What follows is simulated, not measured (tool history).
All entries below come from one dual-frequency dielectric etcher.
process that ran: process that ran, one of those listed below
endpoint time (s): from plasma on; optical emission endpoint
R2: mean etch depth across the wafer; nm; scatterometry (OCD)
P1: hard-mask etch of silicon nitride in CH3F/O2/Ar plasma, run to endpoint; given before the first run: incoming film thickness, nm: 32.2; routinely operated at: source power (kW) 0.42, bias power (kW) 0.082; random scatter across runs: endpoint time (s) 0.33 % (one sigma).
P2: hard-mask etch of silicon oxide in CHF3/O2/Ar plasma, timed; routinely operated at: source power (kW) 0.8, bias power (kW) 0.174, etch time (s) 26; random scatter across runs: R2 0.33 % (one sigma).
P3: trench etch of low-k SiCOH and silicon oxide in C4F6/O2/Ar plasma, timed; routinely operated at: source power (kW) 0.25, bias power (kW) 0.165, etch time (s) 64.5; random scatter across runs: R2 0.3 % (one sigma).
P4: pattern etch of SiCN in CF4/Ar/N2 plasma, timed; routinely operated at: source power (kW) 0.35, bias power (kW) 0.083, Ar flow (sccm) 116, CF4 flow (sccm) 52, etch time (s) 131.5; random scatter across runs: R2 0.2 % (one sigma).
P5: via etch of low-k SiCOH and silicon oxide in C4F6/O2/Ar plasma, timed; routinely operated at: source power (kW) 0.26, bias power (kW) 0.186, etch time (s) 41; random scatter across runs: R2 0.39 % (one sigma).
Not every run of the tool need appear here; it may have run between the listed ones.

Run 1, day 0.204: process that ran P1, source power (kW) 0.42, bias power (kW) 0.082. Result: endpoint time (s) 43.968.
Run 2, day 0.596: process that ran P1, source power (kW) 0.59, bias power (kW) 0.082. Result: endpoint time (s) 38.55.
Run 3, day 0.8: process that ran P5, source power (kW) 0.26, bias power (kW) 0.186, etch time (s) 23. Result: R2 51.621 nm.
Run 4, day 1.058: process that ran P2, source power (kW) 0.8, bias power (kW) 0.174, etch time (s) 16.5. Result: R2 34.718 nm.
Run 5, day 1.375: process that ran P3, source power (kW) 0.25, bias power (kW) 0.165, etch time (s) 86. Result: R2 226.41 nm.
Run 6, day 1.667: process that ran P2, source power (kW) 0.8, bias power (kW) 0.131, etch time (s) 26. Result: R2 49.819 nm.
Run 7, day 1.867: process that ran P5, source power (kW) 0.26, bias power (kW) 0.236, etch time (s) 41. Result: R2 99.394 nm.
Run 8, day 2.208: process that ran P2, source power (kW) 0.8, bias power (kW) 0.174, etch time (s) 26. Result: R2 54.672 nm.
Run 9, day 2.467: process that ran P1, source power (kW) 0.42, bias power (kW) 0.082. Result: endpoint time (s) 43.682.
Run 10, day 2.738: process that ran P1, source power (kW) 0.31, bias power (kW) 0.051. Result: endpoint time (s) 57.631.
Run 11, day 3.117: process that ran P4, source power (kW) 0.35, bias power (kW) 0.107, etch time (s) 131.5, Ar flow (sccm) 116, CF4 flow (sccm) 52. Result: R2 99.963 nm.
Run 12, day 3.462: process that ran P1, source power (kW) 0.42, bias power (kW) 0.082. Result: endpoint time (s) 43.823.
Run 13, day 3.717: process that ran P1, source power (kW) 0.42, bias power (kW) 0.112. Result: endpoint time (s) 39.094.
Run 14, day 4: process that ran P3, source power (kW) 0.25, bias power (kW) 0.117, etch time (s) 64.5. Result: R2 152.4 nm.
Run 15, day 4.179: process that ran P2, source power (kW) 1.1, bias power (kW) 0.174, etch time (s) 26. Result: R2 61.86 nm.
Run 16, day 4.388: process that ran P4, source power (kW) 0.21, bias power (kW) 0.083, etch time (s) 131.5, Ar flow (sccm) 116, CF4 flow (sccm) 52. Result: R2 58.166 nm.
Run 17, day 4.708: process that ran P2, source power (kW) 0.8, bias power (kW) 0.174, etch time (s) 26. Result: R2 54.512 nm.
Run 18, day 5.008: process that ran P4, source power (kW) 0.35, bias power (kW) 0.083, etch time (s) 131.5, Ar flow (sccm) 116, CF4 flow (sccm) 52. Result: R2 90.232 nm.
Run 19, day 5.183: process that ran P4, source power (kW) 0.35, bias power (kW) 0.083, etch time (s) 131.5, Ar flow (sccm) 116, CF4 flow (sccm) 52. Result: R2 90.573 nm.
Run 20, day 5.425: process that ran P5, source power (kW) 0.3, bias power (kW) 0.186, etch time (s) 41. Result: R2 96.654 nm.
Run 21, day 5.683: process that ran P4, source power (kW) 0.35, bias power (kW) 0.083, etch time (s) 131.5, Ar flow (sccm) 71, CF4 flow (sccm) 52. Result: R2 96.895 nm.
Run 22, day 6: process that ran P1, source power (kW) 0.42, bias power (kW) 0.082. Result: endpoint time (s) 43.932.
Run 23, day 6.329: process that ran P1, source power (kW) 0.42, bias power (kW) 0.082. Result: endpoint time (s) 43.675.
At day 6.704: source power generator calibrated.
Run 24, day 6.733: process that ran P1, source power (kW) 0.56, bias power (kW) 0.099. Result: endpoint time (s) 36.833.
Run 25, day 7.05: process that ran P1, source power (kW) 0.42, bias power (kW) 0.064. Result: endpoint time (s) 47.579.
Run 26, day 7.388: process that ran P5, source power (kW) 0.26, bias power (kW) 0.186, etch time (s) 41. Result: R2 92.193 nm.
Run 27, day 7.721: process that ran P3, source power (kW) 0.25, bias power (kW) 0.165, etch time (s) 64.5. Result: R2 169.94 nm.
Run 28, day 8.083: process that ran P4, source power (kW) 0.35, bias power (kW) 0.083, etch time (s) 131.5, Ar flow (sccm) 116, CF4 flow (sccm) 67. Result: R2 93.578 nm.
Run 29, day 8.288: process that ran P1, source power (kW) 0.28, bias power (kW) 0.082. Result: endpoint time (s) 51.061.
Run 30, day 8.633: process that ran P4, source power (kW) 0.35, bias power (kW) 0.083, etch time (s) 170, Ar flow (sccm) 116, CF4 flow (sccm) 52. Result: R2 116.77 nm.
Run 31, day 8.917: process that ran P3, source power (kW) 0.16, bias power (kW) 0.165, etch time (s) 64.5. Result: R2 143.43 nm.
Run 32, day 9.271: process that ran P5, source power (kW) 0.26, bias power (kW) 0.186, etch time (s) 41. Result: R2 91.262 nm.
Run 33, day 9.604: process that ran P1, source power (kW) 0.35, bias power (kW) 0.102. Result: endpoint time (s) 43.213.
Run 34, day 9.95: process that ran P1, source power (kW) 0.42, bias power (kW) 0.082. Result: endpoint time (s) 43.72.
Run 35, day 10.275: process that ran P1, source power (kW) 0.42, bias power (kW) 0.082. Result: endpoint time (s) 43.482.
Run 36, day 10.604: process that ran P1, source power (kW) 0.42, bias power (kW) 0.082. Result: endpoint time (s) 43.693.
Run 37, day 10.925: process that ran P1, source power (kW) 0.42, bias power (kW) 0.082. Result: endpoint time (s) 43.118.
Run 38, day 11.212: process that ran P1, source power (kW) 0.42, bias power (kW) 0.082. Result: endpoint time (s) 43.264.
Run 39, day 11.412: process that ran P1, source power (kW) 0.42, bias power (kW) 0.082. Result: endpoint time (s) 43.332.
Run 40, day 11.812: process that ran P1, source power (kW) 0.42, bias power (kW) 0.082. Result: endpoint time (s) 43.144.
Run 41, day 12.038: process that ran P1, source power (kW) 0.42, bias power (kW) 0.082. Result: endpoint time (s) 43.244.
At day 12.117: wet clean of the chamber.
Run 42, day 12.383: process that ran P1, source power (kW) 0.42, bias power (kW) 0.082. Result: endpoint time (s) 43.113.
Run 43, day 12.7: process that ran P1, source power (kW) 0.42, bias power (kW) 0.082. Result: endpoint time (s) 43.243.
Run 44, day 13: process that ran P1, source power (kW) 0.42, bias power (kW) 0.082. Result: endpoint time (s) 43.202.
Run 45, day 13.321: process that ran P1, source power (kW) 0.42, bias power (kW) 0.082. Result: endpoint time (s) 43.019.

Something has made what P1 gives creep away from where it was; the 2 causes below, each at its own stated size, fit the log equally well:
A: bias power that arrives over what is set, % = 4.74
B: source power that arrives over what is set, % = 4.43
Onset of the creep was near day 9.95.
Ruled out, with reasons:
chamber walls in a state that raises the etch rate, %: serviced at day 12.117, after the change had begun; the process did not return to its earlier output

Listed below are the offered check runs, one wafer per run, with question marks in place of results. For which of them would the causes give clearly different outcomes?
Run check 1, day 13.642: process that ran P3, source power (kW) 0.25, bias power (kW) 0.123, etch time (s) 64.5. Result: R2 ?.
Run check 2, day 13.642: process that ran P5, source power (kW) 0.26, bias power (kW) 0.23, etch time (s) 25. Result: R2 ?.
Run check 3, day 13.642: process that ran P2, source power (kW) 0.8, bias power (kW) 0.148, etch time (s) 26. Result: R2 ?.
Run check 4, day 13.642: process that ran P4, source power (kW) 0.35, bias power (kW) 0.083, etch time (s) 131.5, Ar flow (sccm) 116, CF4 flow (sccm) 61. Result: R2 ?.

What each check would give under each cause:
  check  result    if A    if B
check 1      R2  157.43  157.93
check 2      R2  60.973   61.01
check 3      R2  52.588  52.704
check 4      R2  94.151   96.06
Separation of the two closest causes in each check, using whichever result separates them best: check 1 0.31 %; check 2 0.06 %; check 3 0.22 %; check 4 2.01 %
Only in check 4 would the causes give clearly different results; in the remaining checks their results would be nearly the same.

Running check 4 produced the following: R2 95.946 nm. Which one of the listed causes fits?

It is B: source power that arrives over what is set, %.

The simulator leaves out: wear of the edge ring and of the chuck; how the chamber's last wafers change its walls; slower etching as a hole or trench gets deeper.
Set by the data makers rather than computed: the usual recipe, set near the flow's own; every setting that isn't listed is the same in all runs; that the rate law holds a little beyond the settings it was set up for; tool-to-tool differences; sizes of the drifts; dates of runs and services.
